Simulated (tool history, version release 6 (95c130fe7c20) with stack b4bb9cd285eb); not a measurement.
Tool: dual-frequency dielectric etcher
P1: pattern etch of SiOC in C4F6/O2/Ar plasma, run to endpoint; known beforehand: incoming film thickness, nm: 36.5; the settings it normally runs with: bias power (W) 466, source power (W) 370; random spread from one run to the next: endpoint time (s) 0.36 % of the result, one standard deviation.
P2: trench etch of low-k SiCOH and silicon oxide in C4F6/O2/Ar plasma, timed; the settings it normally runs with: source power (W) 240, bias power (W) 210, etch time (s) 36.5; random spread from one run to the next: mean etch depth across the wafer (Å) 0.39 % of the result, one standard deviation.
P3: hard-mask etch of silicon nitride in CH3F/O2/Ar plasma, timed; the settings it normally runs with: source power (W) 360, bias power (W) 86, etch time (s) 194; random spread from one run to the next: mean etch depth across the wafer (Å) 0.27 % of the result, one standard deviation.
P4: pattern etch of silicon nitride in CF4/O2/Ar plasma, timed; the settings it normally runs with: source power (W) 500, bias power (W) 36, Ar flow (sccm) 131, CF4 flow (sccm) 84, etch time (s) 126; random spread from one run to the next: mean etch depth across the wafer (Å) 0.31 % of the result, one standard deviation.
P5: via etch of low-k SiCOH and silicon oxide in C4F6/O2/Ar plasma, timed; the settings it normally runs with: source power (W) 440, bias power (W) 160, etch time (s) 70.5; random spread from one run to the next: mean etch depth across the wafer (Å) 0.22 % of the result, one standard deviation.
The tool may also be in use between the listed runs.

| run | hour | process that ran | bias power (W) | source power (W) | etch time (s) | Ar flow (sccm) | CF4 flow (sccm) | hours since the last wet clean | hours since the last bias power generator calibration | hours since the last source power generator calibration | endpoint time (s) | mean etch depth across the wafer (Å) |
|---|---|---|---|---|---|---|---|---|---|---|---|---|
| 1 | 16 | P1 | 466 | 370 |  |  |  | 141.5 | 2627.4 | 2402 | 12.971 |  |
| 2 | 27.4 | P2 | 210 | 240 | 36.5 |  |  | 152.9 | 2638.8 | 2413.4 |  | 980.56 |
| 3 | 35.7 | P1 | 466 | 370 |  |  |  | 161.2 | 2647.1 | 2421.7 | 12.959 |  |
| 4 | 45.5 | P1 | 466 | 440 |  |  |  | 171 | 2656.9 | 2431.5 | 12.158 |  |
| 5 | 55 | P3 | 86 | 360 | 194 |  |  | 180.5 | 2666.4 | 2441 |  | 1363.3 |
| 6 | 63.6 | P3 | 86 | 360 | 147 |  |  | 189.1 | 2675 | 2449.6 |  | 1041.6 |
| 7 | 74.1 | P3 | 86 | 360 | 194 |  |  | 199.6 | 2685.5 | 2460.1 |  | 1364.6 |
| 8 | 83.8 | P5 | 216 | 440 | 70.5 |  |  | 209.3 | 2695.2 | 2469.8 |  | 2018.1 |
| 9 | 93.7 | P4 | 36 | 500 | 126 | 131 | 67 | 219.2 | 2705.1 | 2479.7 |  | 1881.2 |
| 10 | 104.1 | P3 | 86 | 210 | 194 |  |  | 229.6 | 2715.5 | 2490.1 |  | 1122.5 |
| 11 | 119 | P1 | 301 | 370 |  |  |  | 244.5 | 2730.4 | 2505 | 15.195 |  |
| 12 | 135.4 | P1 | 466 | 370 |  |  |  | 260.9 | 2746.8 | 2521.4 | 12.943 |  |
| 13 | 151.6 | P4 | 36 | 630 | 126 | 131 | 84 | 277.1 | 2763 | 2537.6 |  | 2393.6 |
| 14 | 164.9 | P1 | 466 | 370 |  |  |  | 290.4 | 2776.3 | 2550.9 | 12.998 |  |
| 15 | 180.5 | P4 | 36 | 500 | 84.5 | 131 | 84 | 306 | 2791.9 | 2566.5 |  | 1308.8 |
| 16 | 195.4 | P2 | 150 | 240 | 36.5 |  |  | 320.9 | 2806.8 | 2581.4 |  | 876.05 |
| 17 | 204.5 | P5 | 160 | 440 | 39 |  |  | 330 | 2815.9 | 2590.5 |  | 1013.8 |
| 18 | 216.4 | P1 | 466 | 220 |  |  |  | 341.9 | 2827.8 | 2602.4 | 15.7 |  |
| 19 | 228 | P2 | 210 | 320 | 36.5 |  |  | 353.5 | 2839.4 | 2614 |  | 1093.2 |
| 20 | 239.4 | P4 | 50 | 500 | 126 | 131 | 84 | 364.9 | 2850.8 | 2625.4 |  | 2207.8 |
| 21 | 249.5 | P1 | 466 | 370 |  |  |  | 375 | 2860.9 | 2635.5 | 12.948 |  |
| 22 | 265.4 | P2 | 210 | 240 | 49.5 |  |  | 390.9 | 2876.8 | 2651.4 |  | 1339.7 |
| 23 | 278.6 | P4 | 36 | 500 | 126 | 131 | 84 | 404.1 | 2890 | 2664.6 |  | 1955.2 |
| 24 | 288.4 | P5 | 160 | 440 | 70.5 |  |  | 413.9 | 2899.8 | 2674.4 |  | 1833.8 |
| 25 | 298.5 | P1 | 559 | 370 |  |  |  | 424 | 2909.9 | 2684.5 | 12.1 |  |
| 26 | 311.9 | P5 | 160 | 620 | 70.5 |  |  | 437.4 | 2923.3 | 2697.9 |  | 2102.9 |
| 27 | 328.3 | P3 | 115 | 360 | 194 |  |  | 453.8 | 2939.7 | 2714.3 |  | 1518.7 |
| 28 | 339.7 | P4 | 36 | 500 | 126 | 76 | 84 | 465.2 | 2951.1 | 2725.7 |  | 2111.4 |
| 29 | 352.4 | P5 | 160 | 440 | 70.5 |  |  | 477.9 | 2963.8 | 2738.4 |  | 1837.2 |
| 30 | 366.5 | P1 | 347 | 270 |  |  |  | 492 | 2977.9 | 2752.5 | 16.19 |  |
| 31 | 380.5 | P1 | 466 | 370 |  |  |  | 506 | 2991.9 | 2766.5 | 12.917 |  |
| 32 | 389.6 | P1 | 466 | 370 |  |  |  | 515.1 | 3001 | 2775.6 | 12.811 |  |
| 33 | 397.1 | P1 | 466 | 370 |  |  |  | 522.6 | 3008.5 | 2783.1 | 12.864 |  |
| 34 | 407.4 | P1 | 466 | 370 |  |  |  | 532.9 | 3018.8 | 2793.4 | 12.803 |  |
| 35 | 417.5 | P1 | 466 | 370 |  |  |  | 543 | 3028.9 | 2803.5 | 12.889 |  |
| 36 | 430 | P1 | 466 | 370 |  |  |  | 555.5 | 3041.4 | 2816 | 12.732 |  |
|  | 434.2 | wet clean of the chamber |
| 37 | 439.9 | P1 | 466 | 370 |  |  |  | 5.8 | 3051.3 | 2825.9 | 12.869 |  |
| 38 | 450.5 | P1 | 466 | 370 |  |  |  | 16.4 | 3061.9 | 2836.5 | 12.652 |  |
| 39 | 465.8 | P1 | 466 | 370 |  |  |  | 31.7 | 3077.2 | 2851.8 | 12.752 |  |
| 40 | 480.1 | P1 | 466 | 370 |  |  |  | 46 | 3091.5 | 2866.1 | 12.719 |  |

The log shows P1 creeping away from where it was. Any of the 2 causes listed here, at the size stated for it, fits the log just as well as the others:
A: bias power that arrives over what is set, % = 4.89
B: source power that arrives over what is set, % = 4.93
The gradual shift began around hour 380.5.
Ruled out, with reasons:
chamber walls in a state that raises the etch rate, %: serviced after onset, at hour 434.2, with no recovery of the prior output

Listed below are the offered check runs, one wafer per run, with question marks in place of results. For which of them would the causes give clearly different outcomes?
| check 1 | 494.4 | P3 | 86 | 220 | 194 |  |  |  |  |  |  | ? |
| check 2 | 494.4 | P2 | 210 | 320 | 36.5 |  |  |  |  |  |  | ? |
| check 3 | 494.4 | P4 | 44 | 500 | 126 | 92 | 84 |  |  |  |  | ? |
| check 4 | 494.4 | P5 | 160 | 610 | 45.5 |  |  |  |  |  |  | ? |

Predicted outcomes, by check and by cause:
| check | result | if A | if B |
|---|---|---|---|
| check 1 | mean etch depth across the wafer (Å) | 1159.4 | 1159.5 |
| check 2 | mean etch depth across the wafer (Å) | 1116.1 | 1119 |
| check 3 | mean etch depth across the wafer (Å) | 2251.3 | 2306.8 |
| check 4 | mean etch depth across the wafer (Å) | 1366.5 | 1373.1 |
Per check, the gap between the least separated pair of causes, taken in the result that splits them most: check 1 0.01 %; check 2 0.26 %; check 3 2.43 %; check 4 0.48 %
Check 3 is the one run that separates the causes; every other check would come out nearly the same whichever cause is at work.

Running check 3 produced the following: mean etch depth across the wafer (Å) 2255.9. Which one of the listed causes fits?

It is A: bias power that arrives over what is set, %.

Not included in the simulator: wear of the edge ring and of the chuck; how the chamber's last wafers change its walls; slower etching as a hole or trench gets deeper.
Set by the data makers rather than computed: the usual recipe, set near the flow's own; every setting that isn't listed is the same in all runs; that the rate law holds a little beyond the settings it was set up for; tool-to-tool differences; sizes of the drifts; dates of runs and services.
